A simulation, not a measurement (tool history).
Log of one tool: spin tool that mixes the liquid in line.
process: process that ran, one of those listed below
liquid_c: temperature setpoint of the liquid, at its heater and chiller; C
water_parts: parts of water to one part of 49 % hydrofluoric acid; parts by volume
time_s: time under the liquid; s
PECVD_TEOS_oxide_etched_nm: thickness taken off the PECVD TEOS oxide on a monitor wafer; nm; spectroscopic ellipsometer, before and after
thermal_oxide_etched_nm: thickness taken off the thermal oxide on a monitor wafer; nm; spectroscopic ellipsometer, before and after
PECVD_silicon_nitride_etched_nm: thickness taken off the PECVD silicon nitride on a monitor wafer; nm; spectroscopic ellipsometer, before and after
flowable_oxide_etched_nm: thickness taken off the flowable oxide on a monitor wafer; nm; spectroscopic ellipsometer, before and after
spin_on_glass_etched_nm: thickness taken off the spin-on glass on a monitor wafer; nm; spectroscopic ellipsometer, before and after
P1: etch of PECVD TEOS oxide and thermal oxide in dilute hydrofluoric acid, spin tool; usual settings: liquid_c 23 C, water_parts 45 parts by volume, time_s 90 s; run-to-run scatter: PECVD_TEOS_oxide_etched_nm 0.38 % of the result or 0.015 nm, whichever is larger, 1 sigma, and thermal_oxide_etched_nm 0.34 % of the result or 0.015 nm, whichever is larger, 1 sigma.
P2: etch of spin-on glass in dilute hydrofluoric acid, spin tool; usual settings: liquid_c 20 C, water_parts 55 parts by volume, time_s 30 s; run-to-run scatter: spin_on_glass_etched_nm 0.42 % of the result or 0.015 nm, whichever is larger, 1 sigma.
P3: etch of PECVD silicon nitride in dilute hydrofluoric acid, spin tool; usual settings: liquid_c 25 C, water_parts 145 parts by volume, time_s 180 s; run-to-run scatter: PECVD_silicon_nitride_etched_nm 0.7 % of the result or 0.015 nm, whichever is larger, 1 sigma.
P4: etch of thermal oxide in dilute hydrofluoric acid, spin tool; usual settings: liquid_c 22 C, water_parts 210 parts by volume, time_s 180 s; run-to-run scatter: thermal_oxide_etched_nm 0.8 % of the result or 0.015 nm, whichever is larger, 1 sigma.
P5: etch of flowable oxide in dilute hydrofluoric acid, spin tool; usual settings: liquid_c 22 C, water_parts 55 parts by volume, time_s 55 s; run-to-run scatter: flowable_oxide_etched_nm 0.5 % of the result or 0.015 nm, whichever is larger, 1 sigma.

run   hour  process  liquid_c  water_parts  time_s  hours since the thermometer was replaced  hours since the hydrofluoric acid flow meter was replaced  PECVD_TEOS_oxide_etched_nm  thermal_oxide_etched_nm  PECVD_silicon_nitride_etched_nm  flowable_oxide_etched_nm  spin_on_glass_etched_nm
  1   18.1       P1        23           45      90                                     856.8                                                      940.6                      18.775                   9.3817
  2   27.5       P3        25          145     340                                     866.2                                                        950                                                                                6.3239
  3   41.5       P5        22           55      55                                     880.2                                                        964                                                                                                          42.723
  4   56.6       P1        23           45      15                                     895.3                                                      979.1                      3.1173                   1.5585
  5     70       P4        17          210     180                                     908.7                                                      992.5                                               2.5705
  6   86.7       P4        22          210     180                                     925.4                                                     1009.2                                               3.1057
  7  102.3       P2        20           20      30                                       941                                                     1024.8                                                                                                                                   94.341
  8  117.2       P2        20           55      15                                     955.9                                                     1039.7                                                                                                                                   16.319
  9  126.5       P3        25          145     180                                     965.2                                                       1049                                                                                3.3428
 10    142       P5        22           55      55                                     980.7                                                     1064.5                                                                                                          42.644
 11  152.3       P2        20           55      30                                       991                                                     1074.8                                                                                                                                   32.958
     158.6  -- hydrofluoric acid flow meter replaced
 12  164.7       P2        20           55      30                                    1003.4                                                        6.2                                                                                                                                   32.742
 13  173.4       P5        22           25      55                                    1012.1                                                       14.9                                                                                                           98.29
 14  183.5       P4        22          210     180                                    1022.2                                                         25                                               3.1092
 15  201.9       P3        25          215     180                                    1040.6                                                       43.4                                                                                2.2602
 16  212.1       P1        23           70      90                                    1050.8                                                       53.6                      11.714                   5.8449
 17  227.9       P4        22           75     180                                    1066.6                                                       69.4                                               10.067
 18  239.6       P1        23           45      90                                    1078.3                                                       81.1                      18.763                   9.4002
 19  248.3       P1        23           45     140                                      1087                                                       89.8                       29.33                   14.643
 20  257.5       P2        17           55      30                                    1096.2                                                         99                                                                                                                                   28.823
 21  270.3       P1        29           45      90                                      1109                                                      111.8                      24.196                   11.961
 22    281       P5        22           55     110                                    1119.7                                                      122.5                                                                                                          84.616
 23  294.5       P1        23           45      90                                    1133.2                                                        136                      18.827                   9.3977
 24  303.9       P4        22          210     305                                    1142.6                                                      145.4                                               5.1741
 25  315.4       P5      27.5           55      55                                    1154.1                                                      156.9                                                                                                          53.482
 26  324.7       P1        23           20      90                                    1163.4                                                      166.2                      43.526                   21.811

Run 27 comes next. What will it give?
 27   334       P1      29.5           45     125                                    1172.7                                                      175.5                           ?                        ?

{"run 27": {"PECVD_TEOS_oxide_etched_nm": 33.965, "thermal_oxide_etched_nm": 16.999}}
